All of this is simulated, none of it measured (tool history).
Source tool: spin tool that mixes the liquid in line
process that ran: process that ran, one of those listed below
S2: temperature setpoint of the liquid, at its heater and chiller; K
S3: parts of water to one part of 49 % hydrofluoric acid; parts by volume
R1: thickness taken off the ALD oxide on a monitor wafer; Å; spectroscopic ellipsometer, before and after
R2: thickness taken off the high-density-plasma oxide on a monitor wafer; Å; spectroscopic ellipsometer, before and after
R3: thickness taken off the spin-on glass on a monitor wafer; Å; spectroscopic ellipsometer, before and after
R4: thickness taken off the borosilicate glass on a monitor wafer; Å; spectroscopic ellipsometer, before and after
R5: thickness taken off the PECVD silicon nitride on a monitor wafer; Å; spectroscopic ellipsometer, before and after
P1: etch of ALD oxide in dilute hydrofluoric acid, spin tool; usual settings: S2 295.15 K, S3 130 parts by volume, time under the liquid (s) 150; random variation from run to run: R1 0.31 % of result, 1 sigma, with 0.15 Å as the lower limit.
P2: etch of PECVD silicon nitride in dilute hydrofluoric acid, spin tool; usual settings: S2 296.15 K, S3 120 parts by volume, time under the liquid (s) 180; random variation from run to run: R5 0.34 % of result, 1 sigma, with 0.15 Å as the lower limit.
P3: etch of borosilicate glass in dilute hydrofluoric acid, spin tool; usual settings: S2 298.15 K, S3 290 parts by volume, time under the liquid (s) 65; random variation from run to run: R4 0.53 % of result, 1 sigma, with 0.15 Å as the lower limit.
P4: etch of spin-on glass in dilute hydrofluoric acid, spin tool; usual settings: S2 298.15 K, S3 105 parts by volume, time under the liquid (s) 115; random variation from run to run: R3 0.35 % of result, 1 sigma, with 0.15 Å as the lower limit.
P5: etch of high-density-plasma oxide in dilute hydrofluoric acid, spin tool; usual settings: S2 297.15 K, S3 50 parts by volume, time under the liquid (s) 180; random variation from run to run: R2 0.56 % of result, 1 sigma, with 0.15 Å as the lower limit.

Run 1, day 0.671: process that ran P1, S2 295.15 K, S3 130 parts by volume, time under the liquid (s) 150. Result: R1 103.5 Å.
Run 2, day 1.075: process that ran P5, S2 297.15 K, S3 90 parts by volume, time under the liquid (s) 180. Result: R2 116.45 Å.
Run 3, day 1.658: process that ran P1, S2 295.15 K, S3 75 parts by volume, time under the liquid (s) 150. Result: R1 190.49 Å.
Run 4, day 2.262: process that ran P4, S2 298.15 K, S3 50 parts by volume, time under the liquid (s) 115. Result: R3 531.81 Å.
Run 5, day 2.904: process that ran P1, S2 303.15 K, S3 130 parts by volume, time under the liquid (s) 150. Result: R1 140.04 Å.
Run 6, day 3.496: process that ran P1, S2 295.15 K, S3 205 parts by volume, time under the liquid (s) 150. Result: R1 60.545 Å.
Run 7, day 4.083: process that ran P1, S2 295.15 K, S3 130 parts by volume, time under the liquid (s) 300. Result: R1 206.44 Å.
Run 8, day 4.854: process that ran P3, S2 302.65 K, S3 290 parts by volume, time under the liquid (s) 65. Result: R4 48.375 Å.
Run 9, day 5.221: process that ran P3, S2 298.15 K, S3 290 parts by volume, time under the liquid (s) 65. Result: R4 41.381 Å.
Run 10, day 5.712: process that ran P1, S2 295.15 K, S3 195 parts by volume, time under the liquid (s) 65. Result: R1 27.719 Å.
Run 11, day 6.217: process that ran P1, S2 290.15 K, S3 130 parts by volume, time under the liquid (s) 150. Result: R1 84.652 Å.
Run 12, day 6.746: process that ran P2, S2 296.15 K, S3 120 parts by volume, time under the liquid (s) 325. Result: R5 141.5 Å.
Run 13, day 7.279: process that ran P4, S2 298.15 K, S3 105 parts by volume, time under the liquid (s) 115. Result: R3 236.17 Å.
Run 14, day 7.683: process that ran P3, S2 298.15 K, S3 290 parts by volume, time under the liquid (s) 65. Result: R4 41.706 Å.
Run 15, day 8.262: process that ran P4, S2 298.15 K, S3 105 parts by volume, time under the liquid (s) 115. Result: R3 237.06 Å.
Run 16, day 8.908: process that ran P4, S2 298.15 K, S3 105 parts by volume, time under the liquid (s) 15. Result: R3 30.828 Å.
Run 17, day 9.658: process that ran P5, S2 292.15 K, S3 50 parts by volume, time under the liquid (s) 180. Result: R2 176.93 Å.
Run 18, day 10.154: process that ran P1, S2 295.15 K, S3 55 parts by volume, time under the liquid (s) 255. Result: R1 454.64 Å.
Run 19, day 10.617: process that ran P5, S2 297.15 K, S3 50 parts by volume, time under the liquid (s) 180. Result: R2 221.32 Å.
Run 20, day 11.346: process that ran P5, S2 297.15 K, S3 50 parts by volume, time under the liquid (s) 85. Result: R2 102.06 Å.
Run 21, day 11.796: process that ran P2, S2 296.15 K, S3 120 parts by volume, time under the liquid (s) 180. Result: R5 78.31 Å.
Run 22, day 12.258: process that ran P2, S2 296.15 K, S3 215 parts by volume, time under the liquid (s) 180. Result: R5 43.915 Å.
Run 23, day 12.696: process that ran P2, S2 290.15 K, S3 120 parts by volume, time under the liquid (s) 180. Result: R5 51.749 Å.
Run 24, day 13.358: process that ran P3, S2 298.15 K, S3 290 parts by volume, time under the liquid (s) 95. Result: R4 60.732 Å.
Run 25, day 13.929: process that ran P4, S2 291.15 K, S3 105 parts by volume, time under the liquid (s) 115. Result: R3 179.61 Å.
Run 26, day 14.438: process that ran P1, S2 295.15 K, S3 130 parts by volume, time under the liquid (s) 25. Result: R1 16.924 Å.
Run 27, day 14.854: process that ran P1, S2 295.15 K, S3 130 parts by volume, time under the liquid (s) 150. Result: R1 102.95 Å.
At day 15.471: thermometer replaced.
Run 28, day 15.608: process that ran P2, S2 296.15 K, S3 120 parts by volume, time under the liquid (s) 180. Result: R5 78.176 Å.
Run 29, day 16.392: process that ran P1, S2 295.15 K, S3 130 parts by volume, time under the liquid (s) 150. Result: R1 103.49 Å.
Run 30, day 16.858: process that ran P1, S2 295.15 K, S3 130 parts by volume, time under the liquid (s) 150. Result: R1 103.27 Å.
Run 31, day 17.5: process that ran P1, S2 295.15 K, S3 130 parts by volume, time under the liquid (s) 150. Result: R1 103.63 Å.
Run 32, day 18.196: process that ran P1, S2 303.15 K, S3 130 parts by volume, time under the liquid (s) 50. Result: R1 47.052 Å.
Run 33, day 18.767: process that ran P3, S2 298.15 K, S3 75 parts by volume, time under the liquid (s) 65. Result: R4 204.84 Å.
Run 34, day 19.458: process that ran P1, S2 295.15 K, S3 130 parts by volume, time under the liquid (s) 150. Result: R1 103.37 Å.
Run 35, day 20.025: process that ran P1, S2 295.15 K, S3 130 parts by volume, time under the liquid (s) 150. Result: R1 100.4 Å.
Run 36, day 20.458: process that ran P1, S2 295.15 K, S3 130 parts by volume, time under the liquid (s) 150. Result: R1 98.272 Å.
Run 37, day 21.079: process that ran P1, S2 295.15 K, S3 130 parts by volume, time under the liquid (s) 150. Result: R1 96.831 Å.
Run 38, day 21.558: process that ran P1, S2 295.15 K, S3 130 parts by volume, time under the liquid (s) 150. Result: R1 96.482 Å.
Run 39, day 22.229: process that ran P1, S2 295.15 K, S3 130 parts by volume, time under the liquid (s) 150. Result: R1 95.672 Å.
Run 40, day 22.767: process that ran P1, S2 295.15 K, S3 130 parts by volume, time under the liquid (s) 150. Result: R1 95.697 Å.
Run 41, day 23.217: process that ran P1, S2 295.15 K, S3 130 parts by volume, time under the liquid (s) 150. Result: R1 95.724 Å.

The output of P1 has drifted from where it used to be. Each of the 2 causes below, taken at the size shown beside it, accounts for the log equally well:
A: hydrofluoric acid flow below the setpoint (%) = 6.07
B: liquid colder than its thermometer reads (K) = 1.81
The creep began at about day 19.458.

Below are 4 check runs, each on a single wafer, with their results shown as question marks. Which of them would tell the listed causes apart, meaning the causes would give clearly different results under it?
Run check 1, day 23.667: process that ran P4, S2 293.15 K, S3 105 parts by volume, time under the liquid (s) 15. Result: R3 ?.
Run check 2, day 23.667: process that ran P3, S2 298.15 K, S3 115 parts by volume, time under the liquid (s) 65. Result: R4 ?.
Run check 3, day 23.667: process that ran P5, S2 297.15 K, S3 90 parts by volume, time under the liquid (s) 105. Result: R2 ?.
Run check 4, day 23.667: process that ran P2, S2 290.15 K, S3 120 parts by volume, time under the liquid (s) 180. Result: R5 ?.

How each check would come out, cause by cause:
  check  result    if A    if B
check 1      R3  23.538  23.431
check 2      R4  118.09  118.19
check 3      R2  62.689  62.505
check 4      R5  48.999  45.876
Gap, in per cent, between the two causes that each check separates least, read from the result that separates them most: check 1 0.46 %; check 2 0.08 %; check 3 0.29 %; check 4 6.59 %
Of the check runs offered, only check 4 discriminates between the causes; the rest would read about the same regardless of which cause applies.

The results of check 4 are: R5 46.078 Å. Based on these, which of the listed causes is it?

Of the candidate causes, it is B: liquid colder than its thermometer reads (K).

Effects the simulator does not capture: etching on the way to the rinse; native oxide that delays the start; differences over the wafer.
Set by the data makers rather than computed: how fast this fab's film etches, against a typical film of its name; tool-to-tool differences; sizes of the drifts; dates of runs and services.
